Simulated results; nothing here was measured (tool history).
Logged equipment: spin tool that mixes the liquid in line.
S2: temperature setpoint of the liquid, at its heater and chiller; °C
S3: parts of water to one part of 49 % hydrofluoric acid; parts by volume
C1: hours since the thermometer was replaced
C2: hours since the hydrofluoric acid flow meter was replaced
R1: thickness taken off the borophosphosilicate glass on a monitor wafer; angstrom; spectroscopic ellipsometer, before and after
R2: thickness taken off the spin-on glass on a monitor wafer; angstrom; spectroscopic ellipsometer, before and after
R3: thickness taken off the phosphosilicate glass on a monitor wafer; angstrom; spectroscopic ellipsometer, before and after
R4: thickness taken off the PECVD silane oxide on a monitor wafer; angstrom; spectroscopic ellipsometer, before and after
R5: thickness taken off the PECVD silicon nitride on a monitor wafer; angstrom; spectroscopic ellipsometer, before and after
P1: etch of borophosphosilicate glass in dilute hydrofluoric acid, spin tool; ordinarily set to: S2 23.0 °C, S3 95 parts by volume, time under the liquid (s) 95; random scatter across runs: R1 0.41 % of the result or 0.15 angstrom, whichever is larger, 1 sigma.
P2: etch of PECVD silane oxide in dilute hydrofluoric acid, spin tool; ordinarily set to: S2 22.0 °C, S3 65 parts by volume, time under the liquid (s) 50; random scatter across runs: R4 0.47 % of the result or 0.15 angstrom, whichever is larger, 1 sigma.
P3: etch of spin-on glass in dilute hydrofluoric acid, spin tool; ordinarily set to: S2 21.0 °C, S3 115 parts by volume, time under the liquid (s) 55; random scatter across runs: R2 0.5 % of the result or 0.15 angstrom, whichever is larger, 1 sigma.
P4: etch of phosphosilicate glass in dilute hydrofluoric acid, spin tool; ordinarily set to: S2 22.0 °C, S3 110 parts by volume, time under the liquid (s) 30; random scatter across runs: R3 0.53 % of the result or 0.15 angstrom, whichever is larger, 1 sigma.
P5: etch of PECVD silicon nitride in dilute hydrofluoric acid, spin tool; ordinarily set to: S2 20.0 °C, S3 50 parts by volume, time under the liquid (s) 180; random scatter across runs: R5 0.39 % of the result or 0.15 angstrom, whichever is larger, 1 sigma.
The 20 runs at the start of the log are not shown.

run 21 day=7.096 | process_that_ran=P4 S2=30.0 S3=110 time_under_the_liquid_(s)=30 | C1=1168.5 C2=349.9 | R3=650.40
run 22 day=7.592 | process_that_ran=P5 S2=20.0 S3=75 time_under_the_liquid_(s)=180 | C1=1180.4 C2=361.8 | R5=75.030
run 23 day=8.108 | process_that_ran=P1 S2=23.0 S3=165 time_under_the_liquid_(s)=95 | C1=1192.8 C2=374.2 | R1=229.24
run 24 day=8.483 | process_that_ran=P2 S2=26.5 S3=65 time_under_the_liquid_(s)=50 | C1=1201.8 C2=383.2 | R4=132.74
run 25 day=8.988 | process_that_ran=P2 S2=22.0 S3=65 time_under_the_liquid_(s)=100 | C1=1213.9 C2=395.3 | R4=220.65
run 26 day=9.342 | process_that_ran=P1 S2=23.0 S3=95 time_under_the_liquid_(s)=95 | C1=1222.4 C2=403.8 | R1=435.44
run 27 day=9.717 | process_that_ran=P3 S2=21.0 S3=115 time_under_the_liquid_(s)=55 | C1=1231.4 C2=412.8 | R2=275.720
run 28 day=10.021 | process_that_ran=P4 S2=22.0 S3=110 time_under_the_liquid_(s)=15 | C1=1238.7 C2=420.1 | R3=236.14
run 29 day=10.283 | process_that_ran=P1 S2=23.0 S3=30 time_under_the_liquid_(s)=95 | C1=1245.0 C2=426.4 | R1=1497.80
run 30 day=10.767 | process_that_ran=P5 S2=17.0 S3=50 time_under_the_liquid_(s)=180 | C1=1256.6 C2=438.0 | R5=90.042
run 31 day=11.025 | process_that_ran=P1 S2=23.0 S3=95 time_under_the_liquid_(s)=175 | C1=1262.8 C2=444.2 | R1=807.04

Run 32 comes next. What will it give?
run 32 day=11.438 | process_that_ran=P1 S2=23.0 S3=95 time_under_the_liquid_(s)=95 | C1=1272.7 C2=454.1 | R1=?

Run 32 came out at R1 435.31 angstrom.
